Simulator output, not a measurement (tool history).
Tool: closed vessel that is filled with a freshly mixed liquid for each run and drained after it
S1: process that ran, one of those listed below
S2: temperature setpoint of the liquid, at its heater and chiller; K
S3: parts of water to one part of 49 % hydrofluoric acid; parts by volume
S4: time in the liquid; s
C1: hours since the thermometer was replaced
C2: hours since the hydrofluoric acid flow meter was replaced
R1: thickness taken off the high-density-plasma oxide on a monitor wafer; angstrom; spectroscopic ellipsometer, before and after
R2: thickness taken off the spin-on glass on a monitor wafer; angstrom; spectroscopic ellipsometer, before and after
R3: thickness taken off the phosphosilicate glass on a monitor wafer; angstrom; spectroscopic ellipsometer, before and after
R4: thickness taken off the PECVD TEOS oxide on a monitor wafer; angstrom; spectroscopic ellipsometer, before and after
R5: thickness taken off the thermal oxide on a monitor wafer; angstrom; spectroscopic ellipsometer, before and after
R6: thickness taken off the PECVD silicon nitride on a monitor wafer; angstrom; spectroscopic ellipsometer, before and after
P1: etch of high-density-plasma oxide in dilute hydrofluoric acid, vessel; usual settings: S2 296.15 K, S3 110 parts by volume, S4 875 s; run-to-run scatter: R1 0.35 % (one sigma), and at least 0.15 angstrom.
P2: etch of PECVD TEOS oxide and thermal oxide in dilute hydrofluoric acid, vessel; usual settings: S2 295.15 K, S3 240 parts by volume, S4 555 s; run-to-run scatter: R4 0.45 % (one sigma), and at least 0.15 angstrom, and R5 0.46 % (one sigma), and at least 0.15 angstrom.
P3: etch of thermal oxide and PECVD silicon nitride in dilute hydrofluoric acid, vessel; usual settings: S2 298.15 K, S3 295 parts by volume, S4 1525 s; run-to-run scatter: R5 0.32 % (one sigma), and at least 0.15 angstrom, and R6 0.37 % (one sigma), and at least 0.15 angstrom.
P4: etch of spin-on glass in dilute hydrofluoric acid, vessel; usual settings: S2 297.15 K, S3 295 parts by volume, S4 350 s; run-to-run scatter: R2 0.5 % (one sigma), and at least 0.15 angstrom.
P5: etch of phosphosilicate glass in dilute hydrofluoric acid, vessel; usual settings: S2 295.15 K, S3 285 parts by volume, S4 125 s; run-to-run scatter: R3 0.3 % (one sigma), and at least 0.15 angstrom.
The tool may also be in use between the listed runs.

run	hour	S1	S2	S3	S4	C1	C2	R1	R2	R3	R4	R5	R6
1	7.5	P1	296.15	110	875	588.9	221.1	438.17					
2	22.5	P1	296.15	110	1525	603.9	236.1	769.64					
3	35.4	P1	296.15	185	875	616.8	249.0	241.74					
4	52.3	P4	297.15	100	350	633.7	265.9		1364.00				
5	67.9	P1	296.15	185	395	649.3	281.5	108.86					
6	83.3	P5	295.15	285	125	664.7	296.9			311.740			
7	98.3	P2	295.15	240	555	679.7	311.9				267.93	89.201	
8	109.7	P5	295.15	285	30	691.1	323.3			74.669			
9	124.9	P1	296.15	110	875	706.3	338.5	439.85					
10	137.7	P2	303.15	240	555	719.1	351.3				352.29	116.780	
# hour 142.9: hydrofluoric acid flow meter replaced
11	148.9	P3	298.15	295	2480	730.3	6.1					329.630	317.84
12	163.1	P1	296.15	110	875	744.5	20.3	442.67					
13	178.6	P1	292.65	110	875	760.0	35.8	382.50					
14	188.7	P1	296.15	30	875	770.1	45.9	1779.90					
15	197.4	P2	295.15	70	555	778.8	54.6				1088.00	368.210	
16	205.7	P4	297.15	295	600	787.1	62.9		641.56				
17	214.2	P3	298.15	295	1525	795.6	71.4					203.230	195.76
18	225.1	P3	303.15	295	1525	806.5	82.3					239.250	262.52
19	240.8	P2	295.15	240	1070	822.2	98.0				515.27	170.980	
20	255.0	P1	296.15	110	875	836.4	112.2	443.67					
21	271.0	P1	296.15	110	305	852.4	128.2	155.23					
22	284.4	P1	296.15	110	875	865.8	141.6	440.55					
23	292.4	P5	295.15	90	125	873.8	149.6			1209.000			
24	300.5	P5	301.15	285	125	881.9	157.7			382.560			
25	308.2	P5	295.15	285	125	889.6	165.4			312.110			
26	317.6	P4	290.15	295	350	899.0	174.8		289.79				
27	328.3	P3	298.15	535	1525	909.7	185.5					90.517	109.47
28	343.5	P1	296.15	110	875	924.9	200.7	443.50					
# hour 352.6: thermometer replaced
29	355.1	P4	297.15	295	350	2.5	212.3		371.79				
30	371.7	P2	295.15	240	555	19.1	228.9				265.70	88.673	
31	385.8	P1	302.65	110	875	33.2	243.0	569.68					
32	395.4	P1	296.15	110	875	42.8	252.6	440.88					
33	411.5	P1	296.15	110	875	58.9	268.7	429.91					
34	421.7	P1	296.15	110	875	69.1	278.9	424.94					
35	431.2	P1	296.15	110	875	78.6	288.4	417.56					
36	440.6	P1	296.15	110	875	88.0	297.8	418.97					
37	449.1	P1	296.15	110	875	96.5	306.3	415.15					
38	463.3	P1	296.15	110	875	110.7	320.5	415.34					
39	473.7	P1	296.15	110	875	121.1	330.9	412.72					
40	488.4	P1	296.15	110	875	135.8	345.6	411.96					
41	502.8	P1	296.15	110	875	150.2	360.0	414.07					

What P1 gives has crept away from where it was. These 2 causes fit the log equally well, each at the size given:
A: hydrofluoric acid flow below the setpoint (%) = 5.59
B: liquid colder than its thermometer reads (K) = 1.64
The creep began at about hour 395.4.

4 check runs are offered, one wafer each, their results left as question marks. Which one tells the causes apart?
check 1	517.2	P4	293.15	170	350				?				
check 2	517.2	P5	295.15	95	125					?			
check 3	517.2	P3	298.15	530	1525							?	?
check 4	517.2	P2	299.65	105	555						?	?	

What each check would give under each cause:
check	result	if A	if B
check 1	R2	591.70	593.30
check 2	R3	1068.500	1065.600
check 3	R5	84.265	87.083
check 3	R6	103.420	99.763
check 4	R4	784.67	786.09
check 4	R5	262.670	263.150
How far apart the two closest causes lie, in the result that separates them most: check 1 0.27 %; check 2 0.28 %; check 3 3.6 %; check 4 0.18 %
Check 3 tells the causes apart: in the others they would give nearly the same result.

Check 3 was then run and gave: R5 84.201 angstrom; R6 103.840 angstrom. Which cause is it?

It is A: hydrofluoric acid flow below the setpoint (%).
